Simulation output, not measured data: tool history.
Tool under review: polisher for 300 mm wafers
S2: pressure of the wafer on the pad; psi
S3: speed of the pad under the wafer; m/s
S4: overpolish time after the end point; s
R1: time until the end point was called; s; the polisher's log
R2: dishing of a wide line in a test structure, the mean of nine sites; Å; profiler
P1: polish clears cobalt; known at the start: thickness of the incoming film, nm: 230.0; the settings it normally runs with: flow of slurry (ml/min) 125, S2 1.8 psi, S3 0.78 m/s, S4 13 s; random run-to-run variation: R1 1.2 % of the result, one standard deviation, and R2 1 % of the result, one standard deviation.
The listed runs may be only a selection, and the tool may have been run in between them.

{"run": 1, "hour": 10.4, "flow of slurry (ml/min)": 125, "S2": 1.8, "S3": 0.78, "S4": 13, "R1": 65.966, "R2": 155.77}
{"run": 2, "hour": 20.6, "flow of slurry (ml/min)": 125, "S2": 1.8, "S3": 0.78, "S4": 13, "R1": 66.299, "R2": 157.76}
{"run": 3, "hour": 36.4, "flow of slurry (ml/min)": 125, "S2": 1.0, "S3": 1.04, "S4": 13, "R1": 90.174, "R2": 148.43}
{"run": 4, "hour": 48.7, "flow of slurry (ml/min)": 125, "S2": 1.8, "S3": 1.2, "S4": 13, "R1": 43.134, "R2": 159.86}
{"run": 5, "hour": 63.8, "flow of slurry (ml/min)": 180, "S2": 1.8, "S3": 0.78, "S4": 13, "R1": 61.765, "R2": 156.59}
{"run": 6, "hour": 80.3, "flow of slurry (ml/min)": 125, "S2": 1.8, "S3": 0.4, "S4": 13, "R1": 128.56, "R2": 128.2}
{"run": 7, "hour": 94.5, "flow of slurry (ml/min)": 125, "S2": 0.9, "S3": 0.78, "S4": 13, "R1": 132.43, "R2": 126.22}
{"run": 8, "hour": 107.2, "flow of slurry (ml/min)": 125, "S2": 1.8, "S3": 0.78, "S4": 13, "R1": 66.163, "R2": 157.76}
{"run": 9, "hour": 123.1, "flow of slurry (ml/min)": 125, "S2": 1.8, "S3": 0.78, "S4": 13, "R1": 65.25, "R2": 157.88}
{"run": 10, "hour": 142.2, "flow of slurry (ml/min)": 75, "S2": 1.8, "S3": 0.78, "S4": 13, "R1": 75.299, "R2": 154.98}
{"run": 11, "hour": 159.9, "flow of slurry (ml/min)": 125, "S2": 1.8, "S3": 0.78, "S4": 4, "R1": 64.914, "R2": 96.585}
{"run": 12, "hour": 170.1, "flow of slurry (ml/min)": 125, "S2": 1.8, "S3": 0.78, "S4": 13, "R1": 65.97, "R2": 155.53}
{"run": 13, "hour": 186.7, "flow of slurry (ml/min)": 125, "S2": 2.8, "S3": 0.78, "S4": 13, "R1": 42.384, "R2": 164.72}
{"run": 14, "hour": 203.3, "flow of slurry (ml/min)": 195, "S2": 1.1, "S3": 0.78, "S4": 13, "R1": 101.72, "R2": 142.51}
{"run": 15, "hour": 215.7, "flow of slurry (ml/min)": 125, "S2": 1.8, "S3": 1.14, "S4": 19, "R1": 44.619, "R2": 164.26}
{"run": 16, "hour": 231.6, "flow of slurry (ml/min)": 125, "S2": 1.8, "S3": 0.78, "S4": 26, "R1": 65.795, "R2": 166.8}
{"run": 17, "hour": 249.8, "flow of slurry (ml/min)": 125, "S2": 1.8, "S3": 0.78, "S4": 13, "R1": 66.622, "R2": 159.37}
{"run": 18, "hour": 267.7, "flow of slurry (ml/min)": 125, "S2": 1.8, "S3": 0.78, "S4": 13, "R1": 67.945, "R2": 155.07}
{"run": 19, "hour": 283.3, "flow of slurry (ml/min)": 125, "S2": 1.8, "S3": 0.78, "S4": 13, "R1": 70.627, "R2": 156.88}

The next listed run, before its measurement:
{"run": 20, "hour": 294.2, "flow of slurry (ml/min)": 125, "S2": 1.8, "S3": 0.78, "S4": 13, "R1": "?", "R2": "?"}

Run 20 yielded R1 70.912 s, R2 153.680 Å.

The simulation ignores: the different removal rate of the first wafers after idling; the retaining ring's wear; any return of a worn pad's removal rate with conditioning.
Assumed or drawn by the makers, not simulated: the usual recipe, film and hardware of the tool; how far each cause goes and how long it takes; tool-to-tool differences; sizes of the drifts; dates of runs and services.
